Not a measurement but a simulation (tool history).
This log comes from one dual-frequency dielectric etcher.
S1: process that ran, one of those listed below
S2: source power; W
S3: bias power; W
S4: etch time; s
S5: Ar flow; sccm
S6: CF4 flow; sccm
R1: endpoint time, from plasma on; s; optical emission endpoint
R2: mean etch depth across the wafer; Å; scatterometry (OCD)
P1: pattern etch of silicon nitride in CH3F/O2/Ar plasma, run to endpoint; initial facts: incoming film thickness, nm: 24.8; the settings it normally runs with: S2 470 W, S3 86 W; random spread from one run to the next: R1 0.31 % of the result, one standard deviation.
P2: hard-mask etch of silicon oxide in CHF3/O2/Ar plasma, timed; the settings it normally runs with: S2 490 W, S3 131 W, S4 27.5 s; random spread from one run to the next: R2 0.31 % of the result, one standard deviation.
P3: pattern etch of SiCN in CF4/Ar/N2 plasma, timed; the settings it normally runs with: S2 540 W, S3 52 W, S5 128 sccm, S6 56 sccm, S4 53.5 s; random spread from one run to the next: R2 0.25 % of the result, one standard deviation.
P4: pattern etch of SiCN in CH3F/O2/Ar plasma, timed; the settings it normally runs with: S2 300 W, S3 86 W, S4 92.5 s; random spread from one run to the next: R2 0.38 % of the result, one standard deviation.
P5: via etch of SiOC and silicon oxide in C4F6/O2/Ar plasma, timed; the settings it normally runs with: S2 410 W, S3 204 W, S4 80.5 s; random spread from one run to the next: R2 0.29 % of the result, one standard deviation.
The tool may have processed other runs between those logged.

run	hour	S1	S2	S3	S4	S5	S6	R1	R2
1	8.1	P1	470	86				32.092	
2	14.4	P4	300	62	92.5				298.73
3	21.3	P5	410	204	80.5				926.85
4	29.9	P1	470	86				32.137	
5	39.2	P1	360	86				35.415	
6	50.7	P5	410	204	44.5				511.62
7	61.3	P1	470	86				32.083	
8	66.8	P5	410	204	80.5				930.36
9	74.3	P2	490	131	27.5				453.92
10	81.2	P1	470	86				32.104	
11	88.7	P2	490	131	15				246.96
12	96.8	P3	540	52	53.5	128	56		458.08
13	106.7	P5	410	274	80.5				1026.7
# hour 107.1: bias power generator calibrated
14	114.6	P2	490	166	27.5				489.16
15	121.7	P2	300	131	27.5				373.95
16	127.9	P3	540	65	53.5	128	56		496.56
17	136	P3	540	52	53.5	128	67		475.24
18	141.7	P1	470	121				28.489	
19	148.2	P4	300	86	92.5				336.19
20	158.9	P3	540	52	73.5	128	56		633.1
21	166	P4	210	86	92.5				296.71
22	177.7	P5	520	204	80.5				1022.6
23	186.5	P3	540	52	53.5	96	56		485.57
24	194.8	P4	300	86	120.5				438.83

Run 25 comes next. What will it give?
25	200.1	P3	390	52	53.5	128	56		?

{"run 25": {"R2": 345.2}}

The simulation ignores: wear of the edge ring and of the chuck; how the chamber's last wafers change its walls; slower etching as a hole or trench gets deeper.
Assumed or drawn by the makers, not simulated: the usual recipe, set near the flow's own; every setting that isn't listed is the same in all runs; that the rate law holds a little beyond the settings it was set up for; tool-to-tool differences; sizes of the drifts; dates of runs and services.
